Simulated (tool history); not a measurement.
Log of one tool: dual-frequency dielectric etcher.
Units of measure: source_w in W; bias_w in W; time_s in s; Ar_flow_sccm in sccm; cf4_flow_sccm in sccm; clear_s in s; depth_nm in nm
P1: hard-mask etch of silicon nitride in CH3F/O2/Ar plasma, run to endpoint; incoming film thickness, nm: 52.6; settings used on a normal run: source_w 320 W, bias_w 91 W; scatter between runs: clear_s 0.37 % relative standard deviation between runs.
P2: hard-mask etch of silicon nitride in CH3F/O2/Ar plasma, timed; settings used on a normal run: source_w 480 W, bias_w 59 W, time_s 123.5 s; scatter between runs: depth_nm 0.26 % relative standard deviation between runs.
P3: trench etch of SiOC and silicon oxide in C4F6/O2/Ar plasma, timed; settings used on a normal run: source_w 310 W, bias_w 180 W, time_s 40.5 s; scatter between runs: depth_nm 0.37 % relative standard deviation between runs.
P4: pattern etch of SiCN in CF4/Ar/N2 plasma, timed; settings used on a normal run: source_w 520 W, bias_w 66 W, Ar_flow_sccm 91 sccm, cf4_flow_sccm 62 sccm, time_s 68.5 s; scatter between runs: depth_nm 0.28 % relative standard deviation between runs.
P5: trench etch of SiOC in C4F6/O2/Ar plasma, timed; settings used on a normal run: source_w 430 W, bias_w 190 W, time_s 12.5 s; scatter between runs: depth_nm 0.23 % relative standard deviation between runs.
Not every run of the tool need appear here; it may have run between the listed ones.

| run | day | process | source_w | bias_w | time_s | Ar_flow_sccm | cf4_flow_sccm | hours since the last wet clean | hours since the last source power generator calibration | hours since the last bias power generator calibration | clear_s | depth_nm |
|---|---|---|---|---|---|---|---|---|---|---|---|---|
| 1 | 0.4 | P1 | 320 | 91 |  |  |  | 102.7 | 1249.3 | 596.4 | 75.984 |  |
| 2 | 0.662 | P3 | 310 | 220 | 40.5 |  |  | 109 | 1255.6 | 602.7 |  | 74.147 |
| 3 | 0.942 | P5 | 430 | 190 | 12.5 |  |  | 115.7 | 1262.3 | 609.4 |  | 27.509 |
| 4 | 1.196 | P2 | 480 | 59 | 123.5 |  |  | 121.8 | 1268.4 | 615.5 |  | 87.281 |
| 5 | 1.583 | P1 | 240 | 59 |  |  |  | 131.1 | 1277.7 | 624.8 | 97.591 |  |
| 6 | 2.017 | P3 | 310 | 180 | 40.5 |  |  | 141.5 | 1288.1 | 635.2 |  | 68.822 |
| 7 | 2.338 | P2 | 480 | 74 | 123.5 |  |  | 149.2 | 1295.8 | 642.9 |  | 94.622 |
| 8 | 2.762 | P4 | 520 | 66 | 68.5 | 91 | 82 | 159.4 | 1306 | 653.1 |  | 65.027 |
| 9 | 3.175 | P1 | 220 | 111 |  |  |  | 169.3 | 1315.9 | 663 | 79.993 |  |
| 10 | 3.579 | P4 | 520 | 66 | 100.5 | 91 | 62 | 179 | 1325.6 | 672.7 |  | 91.667 |
| 11 | 3.925 | P1 | 250 | 91 |  |  |  | 187.3 | 1333.9 | 681 | 82.894 |  |
| 12 | 4.175 | P2 | 480 | 59 | 68 |  |  | 193.3 | 1339.9 | 687 |  | 48.271 |
| 13 | 4.488 | P1 | 320 | 91 |  |  |  | 200.8 | 1347.4 | 694.5 | 75.536 |  |
| 14 | 4.783 | P1 | 230 | 75 |  |  |  | 207.9 | 1354.5 | 701.6 | 91.518 |  |
| 15 | 5.246 | P5 | 610 | 190 | 12.5 |  |  | 219 | 1365.6 | 712.7 |  | 31.575 |
| 16 | 5.512 | P4 | 520 | 66 | 68.5 | 66 | 62 | 225.4 | 1372 | 719.1 |  | 65.374 |
| 17 | 5.854 | P5 | 430 | 110 | 12.5 |  |  | 233.6 | 1380.2 | 727.3 |  | 23.398 |
| 18 | 6.15 | P1 | 320 | 74 |  |  |  | 240.7 | 1387.3 | 734.4 | 80.897 |  |
| 19 | 6.425 | P1 | 440 | 91 |  |  |  | 247.3 | 1393.9 | 741 | 67.218 |  |
| 20 | 6.842 | P3 | 310 | 180 | 40.5 |  |  | 257.3 | 1403.9 | 751 |  | 69.41 |
| 21 | 7.138 | P1 | 320 | 118 |  |  |  | 264.4 | 1411 | 758.1 | 68.492 |  |
| 22 | 7.529 | P4 | 520 | 46 | 68.5 | 91 | 62 | 273.8 | 1420.4 | 767.5 |  | 55.347 |
| 23 | 7.879 | P2 | 480 | 59 | 123.5 |  |  | 282.2 | 1428.8 | 775.9 |  | 87.953 |
| 24 | 8.275 | P1 | 320 | 91 |  |  |  | 291.7 | 1438.3 | 785.4 | 75.725 |  |
| 25 | 8.692 | P4 | 520 | 66 | 68.5 | 91 | 62 | 301.7 | 1448.3 | 795.4 |  | 62.533 |
| 26 | 9.088 | P4 | 520 | 66 | 68.5 | 91 | 62 | 311.2 | 1457.8 | 804.9 |  | 62.526 |
| 27 | 9.354 | P1 | 320 | 91 |  |  |  | 317.6 | 1464.2 | 811.3 | 75.573 |  |
| 28 | 9.65 | P1 | 320 | 91 |  |  |  | 324.7 | 1471.3 | 818.4 | 75.479 |  |
| 29 | 9.921 | P5 | 430 | 190 | 18 |  |  | 331.2 | 1477.8 | 824.9 |  | 39.759 |
| 30 | 10.267 | P3 | 220 | 180 | 40.5 |  |  | 339.5 | 1486.1 | 833.2 |  | 60.304 |
| 31 | 10.529 | P4 | 730 | 66 | 68.5 | 91 | 62 | 345.8 | 1492.4 | 839.5 |  | 84.395 |
| 32 | 10.742 | P3 | 310 | 180 | 52 |  |  | 350.9 | 1497.5 | 844.6 |  | 88.897 |
| 33 | 11.012 | P2 | 670 | 59 | 123.5 |  |  | 357.4 | 1504 | 851.1 |  | 99.957 |
| 34 | 11.333 | P1 | 320 | 91 |  |  |  | 365.1 | 1511.7 | 858.8 | 75.468 |  |
| 35 | 11.592 | P1 | 320 | 91 |  |  |  | 371.3 | 1517.9 | 865 | 75.341 |  |
| 36 | 12.025 | P1 | 320 | 91 |  |  |  | 381.7 | 1528.3 | 875.4 | 75.947 |  |
| 37 | 12.433 | P1 | 320 | 91 |  |  |  | 391.5 | 1538.1 | 885.2 | 76.096 |  |
| 38 | 12.85 | P1 | 320 | 91 |  |  |  | 401.5 | 1548.1 | 895.2 | 77.289 |  |
| 39 | 13.067 | P1 | 320 | 91 |  |  |  | 406.7 | 1553.3 | 900.4 | 76.664 |  |
|  | 13.221 | wet clean of the chamber |
| 40 | 13.358 | P1 | 320 | 91 |  |  |  | 3.3 | 1560.3 | 907.4 | 76.922 |  |
| 41 | 13.792 | P1 | 320 | 91 |  |  |  | 13.7 | 1570.7 | 917.8 | 76.91 |  |
| 42 | 14.258 | P1 | 320 | 91 |  |  |  | 24.9 | 1581.9 | 929 | 76.864 |  |
| 43 | 14.729 | P1 | 320 | 91 |  |  |  | 36.2 | 1593.2 | 940.3 | 77.072 |  |
| 44 | 15.158 | P1 | 320 | 91 |  |  |  | 46.5 | 1603.5 | 950.6 | 77.071 |  |
| 45 | 15.517 | P1 | 320 | 91 |  |  |  | 55.1 | 1612.1 | 959.2 | 77.014 |  |

Compared with where it was, what P1 gives has crept away. Each cause listed below fits the log as well as the rest, at the size given for it:
A: source power that arrives under what is set, % = 4.86
B: bias power that arrives under what is set, % = 4.97
The process output started creeping at around day 11.592.
Ruled out, with reasons:
chamber walls in a state that lowers the etch rate, %: its service at day 13.221 followed the start of the drift and did not put the process back to its old value

Question marks stand in for the results of the 4 check runs listed below, each run on one wafer. Under which run would the listed causes show clearly different results?
| check 1 | 15.875 | P5 | 430 | 190 | 12.5 |  |  |  |  |  |  | ? |
| check 2 | 15.875 | P4 | 520 | 66 | 68.5 | 91 | 62 |  |  |  |  | ? |
| check 3 | 15.875 | P3 | 310 | 180 | 40.5 |  |  |  |  |  |  | ? |
| check 4 | 15.875 | P2 | 480 | 59 | 123.5 |  |  |  |  |  |  | ? |

How each check would come out, cause by cause:
| check | result | if A | if B |
|---|---|---|---|
| check 1 | depth_nm | 27.023 | 27.11 |
| check 2 | depth_nm | 59.775 | 61.396 |
| check 3 | depth_nm | 68.066 | 68.265 |
| check 4 | depth_nm | 86.031 | 86.282 |
Minimum pairwise separation of causes per check, each pair taken at its best-separating result: check 1 0.32 %; check 2 2.67 %; check 3 0.29 %; check 4 0.29 %
Check 2 is the one run that separates the causes; every other check would come out nearly the same whichever cause is at work.

Check 2 has now been run. It gave: depth_nm 59.851 nm. Which of the candidate causes is it?

It was cause A: source power that arrives under what is set, %.
